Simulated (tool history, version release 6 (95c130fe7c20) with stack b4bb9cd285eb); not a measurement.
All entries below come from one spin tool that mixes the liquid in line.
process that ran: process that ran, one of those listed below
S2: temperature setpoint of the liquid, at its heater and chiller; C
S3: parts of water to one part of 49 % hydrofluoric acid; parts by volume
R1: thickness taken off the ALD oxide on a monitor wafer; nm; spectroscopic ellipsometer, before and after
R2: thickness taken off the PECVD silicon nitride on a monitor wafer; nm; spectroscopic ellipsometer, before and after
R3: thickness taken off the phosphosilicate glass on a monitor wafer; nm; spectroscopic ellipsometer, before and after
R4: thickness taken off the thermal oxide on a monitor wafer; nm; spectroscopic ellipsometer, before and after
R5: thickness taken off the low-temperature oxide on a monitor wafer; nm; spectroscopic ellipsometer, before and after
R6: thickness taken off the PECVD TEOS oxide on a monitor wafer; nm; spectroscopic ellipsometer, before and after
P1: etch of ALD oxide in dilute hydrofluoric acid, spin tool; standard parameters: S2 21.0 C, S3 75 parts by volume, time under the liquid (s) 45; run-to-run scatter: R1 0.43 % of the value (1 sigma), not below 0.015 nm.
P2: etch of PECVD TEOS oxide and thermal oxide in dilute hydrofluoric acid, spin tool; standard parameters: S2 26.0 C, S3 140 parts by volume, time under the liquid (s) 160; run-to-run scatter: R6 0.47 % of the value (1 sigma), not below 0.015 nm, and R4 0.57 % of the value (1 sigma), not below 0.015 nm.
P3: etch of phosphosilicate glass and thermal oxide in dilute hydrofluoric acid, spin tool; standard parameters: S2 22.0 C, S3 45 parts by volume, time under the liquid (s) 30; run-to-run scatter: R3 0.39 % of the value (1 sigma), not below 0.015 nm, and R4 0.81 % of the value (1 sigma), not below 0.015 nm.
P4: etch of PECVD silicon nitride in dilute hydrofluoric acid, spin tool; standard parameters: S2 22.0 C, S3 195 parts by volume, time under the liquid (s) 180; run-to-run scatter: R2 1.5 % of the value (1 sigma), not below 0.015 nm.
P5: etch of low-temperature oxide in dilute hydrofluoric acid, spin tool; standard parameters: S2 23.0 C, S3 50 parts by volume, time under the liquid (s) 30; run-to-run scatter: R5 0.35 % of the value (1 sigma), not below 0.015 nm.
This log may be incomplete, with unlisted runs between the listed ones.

run 1 hour=3.8 | process_that_ran=P1 S2=21.0 S3=75 time_under_the_liquid_(s)=45 | R1=10.4590
run 2 hour=7.2 | process_that_ran=P1 S2=21.0 S3=75 time_under_the_liquid_(s)=45 | R1=10.4140
run 3 hour=11.7 | process_that_ran=P4 S2=22.0 S3=195 time_under_the_liquid_(s)=180 | R2=1.37040
run 4 hour=15.3 | process_that_ran=P3 S2=22.0 S3=45 time_under_the_liquid_(s)=60 | R3=93.323 R4=6.4540
run 5 hour=18.6 | process_that_ran=P1 S2=28.5 S3=75 time_under_the_liquid_(s)=85 | R1=26.8210
run 6 hour=23.1 | process_that_ran=P4 S2=22.0 S3=195 time_under_the_liquid_(s)=180 | R2=1.44160
run 7 hour=26.0 | process_that_ran=P5 S2=29.5 S3=50 time_under_the_liquid_(s)=30 | R5=28.970
run 8 hour=30.4 | process_that_ran=P1 S2=21.0 S3=75 time_under_the_liquid_(s)=45 | R1=10.4310
run 9 hour=33.0 | process_that_ran=P1 S2=21.0 S3=45 time_under_the_liquid_(s)=45 | R1=17.9930
run 10 hour=35.8 | process_that_ran=P3 S2=17.0 S3=45 time_under_the_liquid_(s)=30 | R3=37.865 R4=2.5243
-- hour=39.6 thermometer replaced
run 11 hour=40.1 | process_that_ran=P4 S2=22.0 S3=60 time_under_the_liquid_(s)=180 | R2=4.36410
run 12 hour=44.0 | process_that_ran=P1 S2=21.0 S3=25 time_under_the_liquid_(s)=75 | R1=55.5900
run 13 hour=48.6 | process_that_ran=P3 S2=22.0 S3=80 time_under_the_liquid_(s)=30 | R3=25.226 R4=1.7222
run 14 hour=51.0 | process_that_ran=P1 S2=21.0 S3=130 time_under_the_liquid_(s)=45 | R1=5.7002
run 15 hour=54.5 | process_that_ran=P5 S2=23.0 S3=50 time_under_the_liquid_(s)=15 | R5=11.129
run 16 hour=57.6 | process_that_ran=P1 S2=29.0 S3=75 time_under_the_liquid_(s)=45 | R1=14.3450
-- hour=59.1 hydrofluoric acid flow meter replaced
run 17 hour=59.8 | process_that_ran=P2 S2=26.0 S3=140 time_under_the_liquid_(s)=160 | R4=5.6431 R6=15.336
run 18 hour=62.1 | process_that_ran=P2 S2=26.0 S3=140 time_under_the_liquid_(s)=245 | R4=8.7028 R6=23.683
run 19 hour=66.0 | process_that_ran=P1 S2=21.0 S3=75 time_under_the_liquid_(s)=45 | R1=10.4160
run 20 hour=69.2 | process_that_ran=P4 S2=17.0 S3=195 time_under_the_liquid_(s)=180 | R2=1.00070
run 21 hour=73.2 | process_that_ran=P1 S2=17.0 S3=75 time_under_the_liquid_(s)=45 | R1=8.8035
run 22 hour=76.1 | process_that_ran=P5 S2=23.0 S3=50 time_under_the_liquid_(s)=30 | R5=22.209
run 23 hour=80.1 | process_that_ran=P3 S2=22.0 S3=45 time_under_the_liquid_(s)=30 | R3=47.242 R4=3.1769
run 24 hour=83.7 | process_that_ran=P5 S2=23.0 S3=75 time_under_the_liquid_(s)=30 | R5=14.377
run 25 hour=87.8 | process_that_ran=P2 S2=31.5 S3=140 time_under_the_liquid_(s)=160 | R4=6.9579 R6=19.008
run 26 hour=90.9 | process_that_ran=P1 S2=21.0 S3=75 time_under_the_liquid_(s)=70 | R1=16.2850
run 27 hour=94.8 | process_that_ran=P5 S2=23.0 S3=50 time_under_the_liquid_(s)=30 | R5=22.433
run 28 hour=98.5 | process_that_ran=P4 S2=22.0 S3=195 time_under_the_liquid_(s)=25 | R2=0.20826
run 29 hour=100.7 | process_that_ran=P3 S2=22.0 S3=45 time_under_the_liquid_(s)=30 | R3=46.700 R4=3.2382
run 30 hour=103.9 | process_that_ran=P1 S2=21.0 S3=75 time_under_the_liquid_(s)=45 | R1=10.3860
run 31 hour=107.0 | process_that_ran=P2 S2=26.0 S3=25 time_under_the_liquid_(s)=160 | R4=36.8140 R6=101.210
run 32 hour=110.8 | process_that_ran=P1 S2=21.0 S3=75 time_under_the_liquid_(s)=20 | R1=4.6397
run 33 hour=113.3 | process_that_ran=P1 S2=21.0 S3=75 time_under_the_liquid_(s)=45 | R1=10.4700
run 34 hour=116.1 | process_that_ran=P1 S2=21.0 S3=75 time_under_the_liquid_(s)=45 | R1=10.6160
run 35 hour=120.1 | process_that_ran=P1 S2=21.0 S3=75 time_under_the_liquid_(s)=45 | R1=11.0040
run 36 hour=123.2 | process_that_ran=P1 S2=21.0 S3=75 time_under_the_liquid_(s)=45 | R1=10.9780
run 37 hour=127.1 | process_that_ran=P1 S2=21.0 S3=75 time_under_the_liquid_(s)=45 | R1=11.0440

Predict the results of run 38:
run 38 hour=131.9 | process_that_ran=P1 S2=21.0 S3=75 time_under_the_liquid_(s)=45 | R1=?

{"run 38": {"R1": 11.279}}

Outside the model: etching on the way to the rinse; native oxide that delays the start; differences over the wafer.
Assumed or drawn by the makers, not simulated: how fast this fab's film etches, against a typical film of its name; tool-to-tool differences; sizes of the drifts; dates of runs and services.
